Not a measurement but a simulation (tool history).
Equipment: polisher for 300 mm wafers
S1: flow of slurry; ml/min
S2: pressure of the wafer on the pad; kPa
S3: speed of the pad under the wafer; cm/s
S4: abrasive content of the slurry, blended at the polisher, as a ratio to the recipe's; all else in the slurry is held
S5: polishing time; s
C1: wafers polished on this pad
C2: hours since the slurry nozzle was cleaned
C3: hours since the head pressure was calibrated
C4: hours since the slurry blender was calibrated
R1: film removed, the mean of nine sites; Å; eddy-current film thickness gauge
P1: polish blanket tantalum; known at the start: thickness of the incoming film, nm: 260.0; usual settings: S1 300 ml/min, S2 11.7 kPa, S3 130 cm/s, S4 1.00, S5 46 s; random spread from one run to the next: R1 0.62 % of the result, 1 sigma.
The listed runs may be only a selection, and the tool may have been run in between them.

run 1 day=0.179 | S1=300 S2=11.7 S3=130 S4=1.00 S5=46 | C1=169 C2=156.2 C3=150.8 C4=144.6 | R1=879.65
run 2 day=0.488 | S1=185 S2=11.7 S3=130 S4=1.00 S5=46 | C1=225 C2=163.6 C3=158.2 C4=152.0 | R1=826.00
run 3 day=0.771 | S1=300 S2=11.7 S3=82 S4=1.00 S5=46 | C1=275 C2=170.4 C3=165.0 C4=158.8 | R1=558.85
run 4 day=0.925 | S1=300 S2=11.7 S3=130 S4=1.00 S5=46 | C1=303 C2=174.1 C3=168.7 C4=162.5 | R1=878.91
run 5 day=1.079 | S1=300 S2=11.7 S3=130 S4=1.00 S5=70 | C1=330 C2=177.8 C3=172.4 C4=166.2 | R1=1336.00
run 6 day=1.325 | S1=395 S2=11.7 S3=130 S4=1.00 S5=46 | C1=374 C2=183.7 C3=178.3 C4=172.1 | R1=907.03
run 7 day=1.471 | S1=300 S2=11.7 S3=130 S4=0.55 S5=46 | C1=400 C2=187.2 C3=181.8 C4=175.6 | R1=721.14
run 8 day=1.625 | S1=300 S2=11.7 S3=130 S4=1.00 S5=25 | C1=428 C2=190.9 C3=185.5 C4=179.3 | R1=480.69
run 9 day=1.808 | S1=300 S2=6.9 S3=130 S4=1.00 S5=46 | C1=461 C2=195.3 C3=189.9 C4=183.7 | R1=517.95
-- day=1.904 slurry nozzle cleaned
run 10 day=1.983 | S1=300 S2=17.9 S3=130 S4=1.00 S5=46 | C1=492 C2=2.0 C3=194.1 C4=187.9 | R1=1358.50
run 11 day=2.188 | S1=300 S2=11.7 S3=130 S4=1.00 S5=46 | C1=529 C2=6.9 C3=199.0 C4=192.8 | R1=885.24
-- day=2.312 worn pad replaced by a new one
run 12 day=2.329 | S1=300 S2=11.7 S3=130 S4=1.35 S5=46 | C1=3 C2=10.3 C3=202.4 C4=196.2 | R1=955.60
run 13 day=2.575 | S1=300 S2=11.7 S3=166 S4=1.00 S5=46 | C1=47 C2=16.2 C3=208.3 C4=202.1 | R1=1118.30
run 14 day=2.742 | S1=300 S2=11.7 S3=130 S4=1.00 S5=46 | C1=77 C2=20.2 C3=212.3 C4=206.1 | R1=878.31
run 15 day=2.979 | S1=300 S2=11.7 S3=130 S4=1.00 S5=46 | C1=119 C2=25.9 C3=218.0 C4=211.8 | R1=886.49
run 16 day=3.175 | S1=300 S2=11.7 S3=80 S4=0.55 S5=46 | C1=154 C2=30.6 C3=222.7 C4=216.5 | R1=442.54
run 17 day=3.333 | S1=300 S2=11.7 S3=130 S4=1.00 S5=46 | C1=182 C2=34.4 C3=226.5 C4=220.3 | R1=885.74
run 18 day=3.546 | S1=300 S2=11.7 S3=130 S4=1.00 S5=46 | C1=220 C2=39.5 C3=231.6 C4=225.4 | R1=863.34
run 19 day=3.733 | S1=300 S2=11.7 S3=130 S4=1.00 S5=46 | C1=254 C2=44.0 C3=236.1 C4=229.9 | R1=844.62
run 20 day=4.008 | S1=300 S2=11.7 S3=130 S4=1.00 S5=46 | C1=303 C2=50.6 C3=242.7 C4=236.5 | R1=826.09
run 21 day=4.175 | S1=300 S2=11.7 S3=130 S4=1.00 S5=46 | C1=333 C2=54.6 C3=246.7 C4=240.5 | R1=816.50
run 22 day=4.425 | S1=300 S2=11.7 S3=130 S4=1.00 S5=46 | C1=378 C2=60.6 C3=252.7 C4=246.5 | R1=815.74
-- day=4.554 worn pad replaced by a new one
-- day=4.592 slurry nozzle cleaned
run 23 day=4.725 | S1=300 S2=11.7 S3=130 S4=1.00 S5=46 | C1=30 C2=3.3 C3=259.9 C4=253.7 | R1=806.22
run 24 day=4.892 | S1=300 S2=11.7 S3=130 S4=1.00 S5=46 | C1=60 C2=7.3 C3=263.9 C4=257.7 | R1=796.75
run 25 day=5.117 | S1=300 S2=11.7 S3=130 S4=1.00 S5=46 | C1=100 C2=12.7 C3=269.3 C4=263.1 | R1=790.65
run 26 day=5.362 | S1=300 S2=11.7 S3=130 S4=1.00 S5=46 | C1=144 C2=18.6 C3=275.2 C4=269.0 | R1=788.81
run 27 day=5.617 | S1=300 S2=11.7 S3=130 S4=1.00 S5=46 | C1=190 C2=24.7 C3=281.3 C4=275.1 | R1=795.52
run 28 day=5.842 | S1=300 S2=11.7 S3=130 S4=1.00 S5=46 | C1=230 C2=30.1 C3=286.7 C4=280.5 | R1=789.58

P1 has crept away from where it was. The log is fitted equally well by each of these 2 causes, at the sizes shown:
A: head's pressure below its setpoint, % = 10.5
B: abrasive missing from the slurry, % = 29
The process output started creeping at around day 3.333.
Excluded causes, each with its reason:
removal rate lost through wear of the pad, %: serviced after onset, at day 4.554, with no recovery of the prior output
slurry flow missing at the pad, %: serviced after onset, at day 4.592, with no recovery of the prior output

Consider the 4 single-wafer check runs listed below, results given as question marks: which one distinguishes between the causes by giving clearly different results for each?
run check 1 day=6.067 | S1=300 S2=11.7 S3=130 S4=0.55 S5=46 | R1=?
run check 2 day=6.067 | S1=300 S2=11.7 S3=130 S4=1.20 S5=46 | R1=?
run check 3 day=6.067 | S1=300 S2=14.5 S3=130 S4=1.00 S5=46 | R1=?
run check 4 day=6.067 | S1=210 S2=11.7 S3=130 S4=1.00 S5=64 | R1=?

Check results expected under each cause:
check=check_1 result=R1 if_A=641.23 if_B=611.32
check=check_2 result=R1 if_A=830.69 if_B=842.15
check=check_3 result=R1 if_A=977.28 if_B=977.82
check=check_4 result=R1 if_A=1059.70 if_B=1060.20
Separation of the two closest causes in each check, using whichever result separates them best: check 1 4.78 %; check 2 1.37 %; check 3 0.06 %; check 4 0.06 %
Only check 1 tells the causes apart: in the others they would give nearly the same result.

Check 1 has now been run. It gave: R1 612.04 Å. Which of the candidate causes is it?

Of the candidate causes, it is B: abrasive missing from the slurry, %.
